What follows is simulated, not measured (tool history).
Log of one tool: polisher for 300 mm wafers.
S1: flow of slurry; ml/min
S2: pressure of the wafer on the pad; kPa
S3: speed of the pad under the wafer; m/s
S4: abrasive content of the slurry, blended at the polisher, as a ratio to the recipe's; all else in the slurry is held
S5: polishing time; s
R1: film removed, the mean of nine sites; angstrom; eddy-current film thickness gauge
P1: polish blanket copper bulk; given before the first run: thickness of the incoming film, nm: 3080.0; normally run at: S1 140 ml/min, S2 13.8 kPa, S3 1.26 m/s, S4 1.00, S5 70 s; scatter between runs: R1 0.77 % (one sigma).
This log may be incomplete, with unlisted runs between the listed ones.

| run | hour | S1 | S2 | S3 | S4 | S5 | R1 |
|---|---|---|---|---|---|---|---|
| 1 | 13.4 | 140 | 13.8 | 1.26 | 1.00 | 70 | 6566.7 |
| 2 | 23.2 | 140 | 13.8 | 1.26 | 1.00 | 42 | 3908.8 |
| 3 | 41.2 | 140 | 13.8 | 1.26 | 1.00 | 70 | 6562.1 |
| 4 | 54.8 | 140 | 13.8 | 2.00 | 1.00 | 70 | 10337.0 |
| 5 | 67.7 | 140 | 13.8 | 1.26 | 1.45 | 70 | 7119.8 |
| 6 | 75.6 | 210 | 13.8 | 1.26 | 0.65 | 70 | 6340.7 |
| 7 | 92.0 | 140 | 19.3 | 1.26 | 1.00 | 70 | 9254.1 |
| 8 | 104.3 | 140 | 13.8 | 1.26 | 1.00 | 70 | 6566.7 |
| 9 | 120.0 | 140 | 6.2 | 1.26 | 1.40 | 70 | 3172.7 |
| 10 | 128.2 | 140 | 13.8 | 1.26 | 1.00 | 70 | 6472.3 |
| 11 | 146.0 | 140 | 13.8 | 1.26 | 1.00 | 101 | 9388.1 |
| 12 | 163.2 | 140 | 13.8 | 0.56 | 1.00 | 70 | 2904.5 |
| 13 | 180.7 | 140 | 13.8 | 1.26 | 1.00 | 70 | 6590.3 |
| 14 | 189.6 | 195 | 13.8 | 0.72 | 1.00 | 70 | 3929.9 |
| 15 | 197.5 | 205 | 13.8 | 1.26 | 1.00 | 70 | 6953.6 |
|  | 205.8 | slurry nozzle cleaned |
| 16 | 207.4 | 85 | 13.8 | 1.26 | 1.00 | 70 | 5741.7 |
| 17 | 215.9 | 140 | 13.8 | 1.26 | 0.50 | 70 | 5684.6 |
| 18 | 229.6 | 140 | 6.9 | 1.26 | 1.00 | 70 | 3261.5 |
| 19 | 244.7 | 140 | 13.8 | 1.26 | 1.00 | 70 | 6529.0 |
| 20 | 262.2 | 140 | 13.8 | 1.26 | 1.00 | 70 | 6456.4 |
| 21 | 272.8 | 140 | 13.8 | 1.26 | 1.00 | 70 | 6356.3 |
| 22 | 281.0 | 140 | 13.8 | 1.26 | 1.00 | 70 | 6216.8 |
| 23 | 296.8 | 140 | 13.8 | 1.26 | 1.00 | 70 | 5989.8 |
| 24 | 306.5 | 140 | 13.8 | 1.26 | 1.00 | 70 | 6091.5 |

Expected results for the next run?
| 25 | 319.9 | 140 | 13.8 | 1.26 | 1.00 | 70 | ? |

R1: 5896.4 angstrom

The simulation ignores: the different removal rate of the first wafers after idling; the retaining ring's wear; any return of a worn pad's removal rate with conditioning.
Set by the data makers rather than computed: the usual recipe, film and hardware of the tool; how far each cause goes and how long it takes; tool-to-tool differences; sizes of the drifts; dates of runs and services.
